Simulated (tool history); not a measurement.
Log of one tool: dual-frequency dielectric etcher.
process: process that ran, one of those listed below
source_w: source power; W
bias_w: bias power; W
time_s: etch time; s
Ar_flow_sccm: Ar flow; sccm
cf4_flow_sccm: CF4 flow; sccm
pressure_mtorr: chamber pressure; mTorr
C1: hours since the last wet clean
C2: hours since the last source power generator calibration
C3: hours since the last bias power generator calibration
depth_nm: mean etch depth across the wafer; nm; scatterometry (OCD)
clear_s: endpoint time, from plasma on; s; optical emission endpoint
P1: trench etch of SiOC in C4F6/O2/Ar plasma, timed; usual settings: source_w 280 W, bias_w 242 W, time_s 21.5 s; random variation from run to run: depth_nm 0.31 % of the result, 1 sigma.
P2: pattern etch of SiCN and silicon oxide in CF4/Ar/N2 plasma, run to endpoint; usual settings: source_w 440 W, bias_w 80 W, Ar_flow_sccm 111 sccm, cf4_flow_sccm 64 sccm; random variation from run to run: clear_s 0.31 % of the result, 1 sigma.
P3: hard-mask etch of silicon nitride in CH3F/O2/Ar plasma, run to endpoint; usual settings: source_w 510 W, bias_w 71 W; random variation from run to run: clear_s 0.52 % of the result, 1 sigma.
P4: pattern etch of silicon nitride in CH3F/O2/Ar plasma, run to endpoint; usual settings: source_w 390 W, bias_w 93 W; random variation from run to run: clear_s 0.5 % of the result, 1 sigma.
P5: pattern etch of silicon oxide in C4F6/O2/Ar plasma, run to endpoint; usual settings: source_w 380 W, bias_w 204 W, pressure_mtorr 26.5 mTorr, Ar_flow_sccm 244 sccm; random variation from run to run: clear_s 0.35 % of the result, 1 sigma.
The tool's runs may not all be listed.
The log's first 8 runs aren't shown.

Run 9, hour 86.7: process P1, source_w 280 W, bias_w 242 W, time_s 29 s; C1 468.6; C2 771.5; C3 743.6. Result: depth_nm 61.054 nm.
Run 10, hour 95: process P1, source_w 280 W, bias_w 242 W, time_s 21.5 s; C1 476.9; C2 779.8; C3 751.9. Result: depth_nm 45.099 nm.
Run 11, hour 105.7: process P1, source_w 280 W, bias_w 242 W, time_s 21.5 s; C1 487.6; C2 790.5; C3 762.6. Result: depth_nm 45.025 nm.
Run 12, hour 112.5: process P2, source_w 440 W, bias_w 80 W, Ar_flow_sccm 150 sccm, cf4_flow_sccm 64 sccm; C1 494.4; C2 797.3; C3 769.4. Result: clear_s 12.641 s.
Run 13, hour 123.5: process P1, source_w 280 W, bias_w 173 W, time_s 21.5 s; C1 505.4; C2 808.3; C3 780.4. Result: depth_nm 40.476 nm.
Run 14, hour 131: process P5, source_w 510 W, bias_w 204 W, Ar_flow_sccm 244 sccm, pressure_mtorr 26.5 mTorr; C1 512.9; C2 815.8; C3 787.9. Result: clear_s 7.8463 s.
Run 15, hour 136.8: process P1, source_w 180 W, bias_w 242 W, time_s 30 s; C1 518.7; C2 821.6; C3 793.7. Result: depth_nm 53.21 nm.
Run 16, hour 145.8: process P5, source_w 380 W, bias_w 204 W, Ar_flow_sccm 244 sccm, pressure_mtorr 26.5 mTorr; C1 527.7; C2 830.6; C3 802.7. Result: clear_s 8.7941 s.
Run 17, hour 152: process P4, source_w 220 W, bias_w 93 W; C1 533.9; C2 836.8; C3 808.9. Result: clear_s 57.769 s.
Run 18, hour 162.4: process P1, source_w 280 W, bias_w 242 W, time_s 21.5 s; C1 544.3; C2 847.2; C3 819.3. Result: depth_nm 45.183 nm.
Run 19, hour 171.9: process P3, source_w 310 W, bias_w 71 W; C1 553.8; C2 856.7; C3 828.8. Result: clear_s 45.708 s.
Run 20, hour 178.3: process P4, source_w 390 W, bias_w 64 W; C1 560.2; C2 863.1; C3 835.2. Result: clear_s 53.196 s.
Run 21, hour 185.6: process P3, source_w 510 W, bias_w 71 W; C1 567.5; C2 870.4; C3 842.5. Result: clear_s 37.786 s.
Run 22, hour 196.2: process P4, source_w 390 W, bias_w 93 W; C1 578.1; C2 881; C3 853.1. Result: clear_s 46.843 s.
Run 23, hour 208.8: process P1, source_w 280 W, bias_w 325 W, time_s 21.5 s; C1 590.7; C2 893.6; C3 865.7. Result: depth_nm 49.967 nm.
Run 24, hour 215: process P1, source_w 280 W, bias_w 242 W, time_s 21.5 s; C1 596.9; C2 899.8; C3 871.9. Result: depth_nm 44.997 nm.
Run 25, hour 220.8: process P3, source_w 510 W, bias_w 47 W; C1 602.7; C2 905.6; C3 877.7. Result: clear_s 43.163 s.
Run 26, hour 226.8: process P2, source_w 440 W, bias_w 80 W, Ar_flow_sccm 111 sccm, cf4_flow_sccm 51 sccm; C1 608.7; C2 911.6; C3 883.7. Result: clear_s 12.541 s.
Run 27, hour 237.9: process P1, source_w 340 W, bias_w 242 W, time_s 21.5 s; C1 619.8; C2 922.7; C3 894.8. Result: depth_nm 48.67 nm.
Run 28, hour 244.2: process P1, source_w 220 W, bias_w 242 W, time_s 21.5 s; C1 626.1; C2 929; C3 901.1. Result: depth_nm 41.09 nm.
Run 29, hour 250.6: process P4, source_w 390 W, bias_w 93 W; C1 632.5; C2 935.4; C3 907.5. Result: clear_s 47.294 s.
Run 30, hour 260.6: process P1, source_w 280 W, bias_w 173 W, time_s 12 s; C1 642.5; C2 945.4; C3 917.5. Result: depth_nm 22.418 nm.
Run 31, hour 269.7: process P5, source_w 380 W, bias_w 204 W, Ar_flow_sccm 172 sccm, pressure_mtorr 26.5 mTorr; C1 651.6; C2 954.5; C3 926.6. Result: clear_s 8.456 s.
Run 32, hour 281.2: process P1, source_w 280 W, bias_w 290 W, time_s 14 s; C1 663.1; C2 966; C3 938.1. Result: depth_nm 31.157 nm.
Run 33, hour 287.1: process P2, source_w 560 W, bias_w 80 W, Ar_flow_sccm 111 sccm, cf4_flow_sccm 64 sccm; C1 669; C2 971.9; C3 944. Result: clear_s 9.7697 s.

Forecast run 34:
Run 34, hour 295.8: process P1, source_w 280 W, bias_w 242 W, time_s 21.5 s; C1 677.7; C2 980.6; C3 952.7. Result: depth_nm ?.

{"run 34": {"depth_nm": 45.21}}
